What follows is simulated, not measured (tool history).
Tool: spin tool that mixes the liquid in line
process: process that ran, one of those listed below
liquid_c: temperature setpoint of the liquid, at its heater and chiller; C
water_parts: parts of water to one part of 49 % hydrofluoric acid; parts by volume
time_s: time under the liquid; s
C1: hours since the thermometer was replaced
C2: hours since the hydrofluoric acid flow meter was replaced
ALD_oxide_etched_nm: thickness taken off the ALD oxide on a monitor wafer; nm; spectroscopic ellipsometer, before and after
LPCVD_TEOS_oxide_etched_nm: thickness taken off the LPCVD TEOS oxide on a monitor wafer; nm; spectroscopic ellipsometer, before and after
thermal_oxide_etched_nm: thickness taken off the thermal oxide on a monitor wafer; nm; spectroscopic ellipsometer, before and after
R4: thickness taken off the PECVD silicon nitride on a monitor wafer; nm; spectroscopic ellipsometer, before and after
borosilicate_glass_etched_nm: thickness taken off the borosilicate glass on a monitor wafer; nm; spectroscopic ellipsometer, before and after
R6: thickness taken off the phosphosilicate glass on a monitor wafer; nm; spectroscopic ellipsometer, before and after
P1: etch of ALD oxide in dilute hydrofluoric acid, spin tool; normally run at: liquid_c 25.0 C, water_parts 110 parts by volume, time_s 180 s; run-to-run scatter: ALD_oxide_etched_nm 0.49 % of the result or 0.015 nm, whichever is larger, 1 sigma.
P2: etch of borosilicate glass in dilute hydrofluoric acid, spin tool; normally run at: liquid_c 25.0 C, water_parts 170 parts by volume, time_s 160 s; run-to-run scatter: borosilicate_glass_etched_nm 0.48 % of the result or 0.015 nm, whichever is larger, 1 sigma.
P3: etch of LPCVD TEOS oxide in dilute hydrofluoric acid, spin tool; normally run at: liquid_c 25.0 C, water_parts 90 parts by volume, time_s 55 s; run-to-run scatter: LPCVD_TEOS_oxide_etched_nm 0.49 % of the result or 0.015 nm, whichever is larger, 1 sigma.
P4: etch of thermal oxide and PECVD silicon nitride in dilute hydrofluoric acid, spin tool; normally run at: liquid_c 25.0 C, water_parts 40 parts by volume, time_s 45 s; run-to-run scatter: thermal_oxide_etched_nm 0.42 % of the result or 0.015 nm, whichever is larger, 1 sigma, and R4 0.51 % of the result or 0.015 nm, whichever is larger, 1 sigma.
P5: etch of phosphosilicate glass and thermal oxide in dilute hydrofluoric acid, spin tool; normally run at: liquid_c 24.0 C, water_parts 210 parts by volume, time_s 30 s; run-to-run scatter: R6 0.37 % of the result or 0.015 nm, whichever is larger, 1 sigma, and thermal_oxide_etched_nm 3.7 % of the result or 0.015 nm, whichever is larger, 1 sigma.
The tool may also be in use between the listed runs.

run 1 hour=8.2 | process=P1 liquid_c=25.0 water_parts=110 time_s=180 | C1=182.8 C2=445.2 | ALD_oxide_etched_nm=24.2630
run 2 hour=16.4 | process=P3 liquid_c=33.0 water_parts=90 time_s=55 | C1=191.0 C2=453.4 | LPCVD_TEOS_oxide_etched_nm=48.325
run 3 hour=20.6 | process=P4 liquid_c=25.0 water_parts=60 time_s=45 | C1=195.2 C2=457.6 | thermal_oxide_etched_nm=3.91960 R4=4.4196
run 4 hour=27.2 | process=P3 liquid_c=25.0 water_parts=90 time_s=55 | C1=201.8 C2=464.2 | LPCVD_TEOS_oxide_etched_nm=35.797
run 5 hour=31.7 | process=P1 liquid_c=25.0 water_parts=180 time_s=180 | C1=206.3 C2=468.7 | ALD_oxide_etched_nm=13.7040
run 6 hour=35.7 | process=P2 liquid_c=25.0 water_parts=170 time_s=45 | C1=210.3 C2=472.7 | borosilicate_glass_etched_nm=10.482
run 7 hour=43.5 | process=P1 liquid_c=25.0 water_parts=65 time_s=15 | C1=218.1 C2=480.5 | ALD_oxide_etched_nm=3.6611
run 8 hour=50.6 | process=P1 liquid_c=25.0 water_parts=110 time_s=180 | C1=225.2 C2=487.6 | ALD_oxide_etched_nm=24.4440
run 9 hour=54.4 | process=P1 liquid_c=25.0 water_parts=110 time_s=95 | C1=229.0 C2=491.4 | ALD_oxide_etched_nm=12.8650
run 10 hour=61.9 | process=P1 liquid_c=25.0 water_parts=110 time_s=350 | C1=236.5 C2=498.9 | ALD_oxide_etched_nm=47.1730
run 11 hour=69.7 | process=P4 liquid_c=25.0 water_parts=40 time_s=45 | C1=244.3 C2=506.7 | thermal_oxide_etched_nm=6.05120 R4=6.5707
run 12 hour=76.2 | process=P2 liquid_c=25.0 water_parts=170 time_s=160 | C1=250.8 C2=513.2 | borosilicate_glass_etched_nm=37.280
run 13 hour=84.1 | process=P5 liquid_c=24.0 water_parts=115 time_s=30 | C1=258.7 C2=521.1 | thermal_oxide_etched_nm=1.21410 R6=54.063
run 14 hour=91.1 | process=P3 liquid_c=25.0 water_parts=90 time_s=55 | C1=265.7 C2=528.1 | LPCVD_TEOS_oxide_etched_nm=35.660
run 15 hour=95.2 | process=P4 liquid_c=25.0 water_parts=40 time_s=15 | C1=269.8 C2=532.2 | thermal_oxide_etched_nm=2.02670 R4=2.1585
run 16 hour=102.7 | process=P1 liquid_c=25.0 water_parts=110 time_s=180 | C1=277.3 C2=539.7 | ALD_oxide_etched_nm=24.3360
run 17 hour=110.1 | process=P1 liquid_c=20.5 water_parts=110 time_s=355 | C1=284.7 C2=547.1 | ALD_oxide_etched_nm=40.4340
run 18 hour=117.5 | process=P2 liquid_c=25.0 water_parts=45 time_s=160 | C1=292.1 C2=554.5 | borosilicate_glass_etched_nm=163.760
run 19 hour=123.4 | process=P5 liquid_c=24.0 water_parts=210 time_s=30 | C1=298.0 C2=560.4 | thermal_oxide_etched_nm=0.59152 R6=26.378
run 20 hour=130.1 | process=P2 liquid_c=25.0 water_parts=170 time_s=160 | C1=304.7 C2=567.1 | borosilicate_glass_etched_nm=37.677
run 21 hour=137.5 | process=P1 liquid_c=21.5 water_parts=110 time_s=340 | C1=312.1 C2=574.5 | ALD_oxide_etched_nm=40.0420
run 22 hour=143.8 | process=P1 liquid_c=20.0 water_parts=110 time_s=180 | C1=318.4 C2=580.8 | ALD_oxide_etched_nm=19.8540
run 23 hour=147.8 | process=P5 liquid_c=17.0 water_parts=210 time_s=30 | C1=322.4 C2=584.8 | thermal_oxide_etched_nm=0.45836 R6=20.161
run 24 hour=152.8 | process=P1 liquid_c=25.0 water_parts=50 time_s=180 | C1=327.4 C2=589.8 | ALD_oxide_etched_nm=58.0480
run 25 hour=160.5 | process=P5 liquid_c=24.0 water_parts=210 time_s=50 | C1=335.1 C2=597.5 | thermal_oxide_etched_nm=0.93295 R6=43.814
run 26 hour=167.9 | process=P3 liquid_c=25.0 water_parts=90 time_s=95 | C1=342.5 C2=604.9 | LPCVD_TEOS_oxide_etched_nm=61.496
run 27 hour=173.1 | process=P1 liquid_c=32.0 water_parts=110 time_s=180 | C1=347.7 C2=610.1 | ALD_oxide_etched_nm=31.5220
run 28 hour=180.6 | process=P2 liquid_c=18.5 water_parts=170 time_s=160 | C1=355.2 C2=617.6 | borosilicate_glass_etched_nm=29.239
run 29 hour=187.4 | process=P3 liquid_c=25.0 water_parts=150 time_s=55 | C1=362.0 C2=624.4 | LPCVD_TEOS_oxide_etched_nm=20.133
run 30 hour=193.7 | process=P1 liquid_c=25.0 water_parts=110 time_s=180 | C1=368.3 C2=630.7 | ALD_oxide_etched_nm=24.5110
run 31 hour=198.7 | process=P4 liquid_c=17.5 water_parts=40 time_s=45 | C1=373.3 C2=635.7 | thermal_oxide_etched_nm=4.37890 R4=3.9195
run 32 hour=203.6 | process=P1 liquid_c=25.0 water_parts=110 time_s=180 | C1=378.2 C2=640.6 | ALD_oxide_etched_nm=24.3890
run 33 hour=209.0 | process=P1 liquid_c=25.0 water_parts=110 time_s=180 | C1=383.6 C2=646.0 | ALD_oxide_etched_nm=23.7900
run 34 hour=214.6 | process=P1 liquid_c=25.0 water_parts=110 time_s=180 | C1=389.2 C2=651.6 | ALD_oxide_etched_nm=23.6440
run 35 hour=220.6 | process=P1 liquid_c=25.0 water_parts=110 time_s=180 | C1=395.2 C2=657.6 | ALD_oxide_etched_nm=23.2810
run 36 hour=228.1 | process=P1 liquid_c=25.0 water_parts=110 time_s=180 | C1=402.7 C2=665.1 | ALD_oxide_etched_nm=23.1820
run 37 hour=236.3 | process=P1 liquid_c=25.0 water_parts=110 time_s=180 | C1=410.9 C2=673.3 | ALD_oxide_etched_nm=22.8990
run 38 hour=241.2 | process=P1 liquid_c=25.0 water_parts=110 time_s=180 | C1=415.8 C2=678.2 | ALD_oxide_etched_nm=23.0770
run 39 hour=248.3 | process=P1 liquid_c=25.0 water_parts=110 time_s=180 | C1=422.9 C2=685.3 | ALD_oxide_etched_nm=23.0160
run 40 hour=255.4 | process=P1 liquid_c=25.0 water_parts=110 time_s=180 | C1=430.0 C2=692.4 | ALD_oxide_etched_nm=22.7560
run 41 hour=263.5 | process=P1 liquid_c=25.0 water_parts=110 time_s=180 | C1=438.1 C2=700.5 | ALD_oxide_etched_nm=22.6860
run 42 hour=271.0 | process=P1 liquid_c=25.0 water_parts=110 time_s=180 | C1=445.6 C2=708.0 | ALD_oxide_etched_nm=22.7480

What P1 gives has crept away from where it was. These 2 causes fit the log equally well, each at the size given:
A: liquid colder than its thermometer reads (K) = 1.79
B: hydrofluoric acid flow below the setpoint (%) = 5.98
The creep began at about hour 203.6.

4 check runs are offered, one wafer each, their results left as question marks. Which one tells the causes apart?
run check 1 hour=278.5 | process=P3 liquid_c=32.5 water_parts=90 time_s=55 | LPCVD_TEOS_oxide_etched_nm=?
run check 2 hour=278.5 | process=P5 liquid_c=18.0 water_parts=210 time_s=45 | thermal_oxide_etched_nm=? R6=?
run check 3 hour=278.5 | process=P4 liquid_c=18.5 water_parts=40 time_s=45 | thermal_oxide_etched_nm=? R4=?
run check 4 hour=278.5 | process=P2 liquid_c=20.0 water_parts=50 time_s=160 | borosilicate_glass_etched_nm=?

What each check would give under each cause:
check=check_1 result=LPCVD_TEOS_oxide_etched_nm if_A=44.431 if_B=44.273
check=check_2 result=thermal_oxide_etched_nm if_A=0.64805 if_B=0.64608
check=check_2 result=R6 if_A=29.374 if_B=29.285
check=check_3 result=thermal_oxide_etched_nm if_A=4.24410 if_B=4.30160
check=check_3 result=R4 if_A=3.7165 if_B=3.9762
check=check_4 result=borosilicate_glass_etched_nm if_A=110.480 if_B=111.710
How far apart the two closest causes lie, in the result that separates them most: check 1 0.36 %; check 2 0.31 %; check 3 6.76 %; check 4 1.11 %
Only check 3 tells the causes apart: in the others they would give nearly the same result.

Check 3 was then run and gave: thermal_oxide_etched_nm 4.31500 nm; R4 3.9492 nm. Which cause is it?

It is B: hydrofluoric acid flow below the setpoint (%).
